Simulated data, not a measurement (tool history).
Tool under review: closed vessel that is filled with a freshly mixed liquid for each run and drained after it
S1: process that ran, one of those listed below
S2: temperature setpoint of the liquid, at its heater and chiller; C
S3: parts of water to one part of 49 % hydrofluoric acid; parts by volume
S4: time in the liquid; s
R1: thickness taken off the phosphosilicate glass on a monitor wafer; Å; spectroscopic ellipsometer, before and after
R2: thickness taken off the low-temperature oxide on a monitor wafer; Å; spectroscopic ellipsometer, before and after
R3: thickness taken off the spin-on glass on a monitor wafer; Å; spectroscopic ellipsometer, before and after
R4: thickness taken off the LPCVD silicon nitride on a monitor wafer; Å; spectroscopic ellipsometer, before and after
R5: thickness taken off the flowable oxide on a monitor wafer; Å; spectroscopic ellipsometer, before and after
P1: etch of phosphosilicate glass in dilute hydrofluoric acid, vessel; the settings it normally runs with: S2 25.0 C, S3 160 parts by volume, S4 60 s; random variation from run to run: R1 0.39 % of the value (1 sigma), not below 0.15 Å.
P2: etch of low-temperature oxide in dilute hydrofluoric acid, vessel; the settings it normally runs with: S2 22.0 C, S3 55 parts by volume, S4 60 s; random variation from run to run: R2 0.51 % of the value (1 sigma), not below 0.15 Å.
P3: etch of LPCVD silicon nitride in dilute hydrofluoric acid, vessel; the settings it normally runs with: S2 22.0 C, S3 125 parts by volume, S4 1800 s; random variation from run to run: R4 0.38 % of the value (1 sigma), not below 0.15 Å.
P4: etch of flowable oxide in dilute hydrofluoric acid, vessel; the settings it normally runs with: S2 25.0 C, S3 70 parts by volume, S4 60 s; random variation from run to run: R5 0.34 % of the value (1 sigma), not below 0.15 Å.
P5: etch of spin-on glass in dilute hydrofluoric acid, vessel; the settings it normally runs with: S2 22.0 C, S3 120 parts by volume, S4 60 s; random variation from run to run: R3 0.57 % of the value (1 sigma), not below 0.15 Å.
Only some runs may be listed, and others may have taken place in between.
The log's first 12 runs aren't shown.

run   hour  S1    S2   S3    S4       R1      R2       R3       R4      R5
 13   40.8  P5  29.0  120    60                   130.990
 14   43.9  P2  25.5   55    60           402.28
 15   48.5  P4  31.5   70    60                                     449.81
 16   51.9  P5  22.0  120    60                    99.988
 17   54.7  P4  25.0   70    95                                     553.26
 18   57.4  P1  25.0  160    60   386.42
 19   59.8  P1  25.0  160    85   549.67
 20   64.2  P1  25.0   65    60  1064.90
 21   66.7  P1  18.0  160    60   294.92
 22   69.2  P3  17.0  125  1800                             48.301
 23   73.1  P5  22.0  210    60                    51.191
 24   77.3  P1  20.5  160    85   462.27
 25   81.7  P3  22.0  125  3565                            134.990
 26   84.7  P4  25.0  120    60                                     188.82
 27   88.7  P4  25.0   70    60                                     347.72
 28   93.3  P1  25.0  160    60   388.80
 29   97.9  P2  22.0   55    60           351.21
 30  101.9  P1  25.0  160    60   390.71
 31  105.4  P1  25.0  160    60   379.47
 32  107.7  P1  25.0  160    60   373.89
 33  111.7  P1  25.0  160    60   372.91
 34  114.0  P1  25.0  160    60   368.02
 35  118.4  P1  25.0  160    60   368.18
 36  120.8  P1  25.0  160    60   365.75
 37  125.3  P1  25.0  160    60   366.94

Estimate the outcome of run 38 from the log above:
 38  128.5  P1  25.0  160  60   ?

{"run 38": {"R1": 366.81}}
